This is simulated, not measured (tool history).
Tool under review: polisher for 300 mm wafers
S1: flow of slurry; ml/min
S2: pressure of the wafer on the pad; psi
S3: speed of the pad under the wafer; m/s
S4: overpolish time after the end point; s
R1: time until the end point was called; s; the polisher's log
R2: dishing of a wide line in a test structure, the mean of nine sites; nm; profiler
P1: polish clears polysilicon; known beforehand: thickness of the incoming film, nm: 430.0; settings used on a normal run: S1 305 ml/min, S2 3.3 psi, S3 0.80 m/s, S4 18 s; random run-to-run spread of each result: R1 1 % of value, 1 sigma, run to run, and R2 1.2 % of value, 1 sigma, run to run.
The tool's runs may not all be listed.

{"run": 1, "hour": 5.4, "S1": 305, "S2": 3.3, "S3": 0.8, "S4": 18, "R1": 30.991, "R2": 84.611}
{"run": 2, "hour": 11.6, "S1": 185, "S2": 3.3, "S3": 0.8, "S4": 18, "R1": 32.978, "R2": 83.631}
{"run": 3, "hour": 16.1, "S1": 305, "S2": 3.3, "S3": 1.22, "S4": 18, "R1": 20.741, "R2": 88.639}
{"run": 4, "hour": 23.1, "S1": 305, "S2": 3.3, "S3": 0.8, "S4": 36, "R1": 31.086, "R2": 89.184}
{"run": 5, "hour": 26.9, "S1": 305, "S2": 1.8, "S3": 0.52, "S4": 18, "R1": 86.79, "R2": 55.705}
{"run": 6, "hour": 32.5, "S1": 305, "S2": 3.3, "S3": 0.8, "S4": 6, "R1": 31.139, "R2": 53.692}
{"run": 7, "hour": 38.2, "S1": 305, "S2": 3.3, "S3": 0.4, "S4": 18, "R1": 62.238, "R2": 66.21}
{"run": 8, "hour": 42.8, "S1": 305, "S2": 3.3, "S3": 0.8, "S4": 18, "R1": 31.492, "R2": 84.341}
{"hour": 45.2, "done": "slurry nozzle cleaned"}
{"run": 9, "hour": 49.4, "S1": 305, "S2": 1.9, "S3": 0.8, "S4": 18, "R1": 54.432, "R2": 70.664}
{"run": 10, "hour": 52.8, "S1": 465, "S2": 3.3, "S3": 0.8, "S4": 18, "R1": 30.201, "R2": 81.437}
{"run": 11, "hour": 58.1, "S1": 190, "S2": 4.6, "S3": 0.8, "S4": 18, "R1": 23.653, "R2": 89.359}
{"run": 12, "hour": 63.4, "S1": 305, "S2": 3.3, "S3": 0.8, "S4": 18, "R1": 30.9, "R2": 84.139}
{"run": 13, "hour": 69.0, "S1": 305, "S2": 3.3, "S3": 0.8, "S4": 18, "R1": 31.341, "R2": 85.279}
{"run": 14, "hour": 73.3, "S1": 305, "S2": 5.2, "S3": 0.8, "S4": 18, "R1": 19.6, "R2": 87.629}
{"run": 15, "hour": 79.5, "S1": 305, "S2": 3.3, "S3": 0.8, "S4": 18, "R1": 30.92, "R2": 82.542}
{"run": 16, "hour": 85.5, "S1": 305, "S2": 3.3, "S3": 0.8, "S4": 18, "R1": 30.74, "R2": 84.212}
{"run": 17, "hour": 89.7, "S1": 305, "S2": 3.3, "S3": 0.8, "S4": 18, "R1": 30.818, "R2": 82.458}
{"run": 18, "hour": 93.0, "S1": 305, "S2": 3.3, "S3": 0.8, "S4": 18, "R1": 31.634, "R2": 84.386}
{"run": 19, "hour": 98.4, "S1": 305, "S2": 3.3, "S3": 0.8, "S4": 18, "R1": 31.642, "R2": 80.96}
{"run": 20, "hour": 101.5, "S1": 305, "S2": 3.3, "S3": 0.8, "S4": 18, "R1": 31.801, "R2": 83.708}
{"run": 21, "hour": 104.9, "S1": 305, "S2": 3.3, "S3": 0.8, "S4": 18, "R1": 32.175, "R2": 85.441}

Predict the results of run 22:
{"run": 22, "hour": 108.2, "S1": 305, "S2": 3.3, "S3": 0.8, "S4": 18, "R1": "?", "R2": "?"}

{"run 22": {"R1": 32.37, "R2": 82.285}}
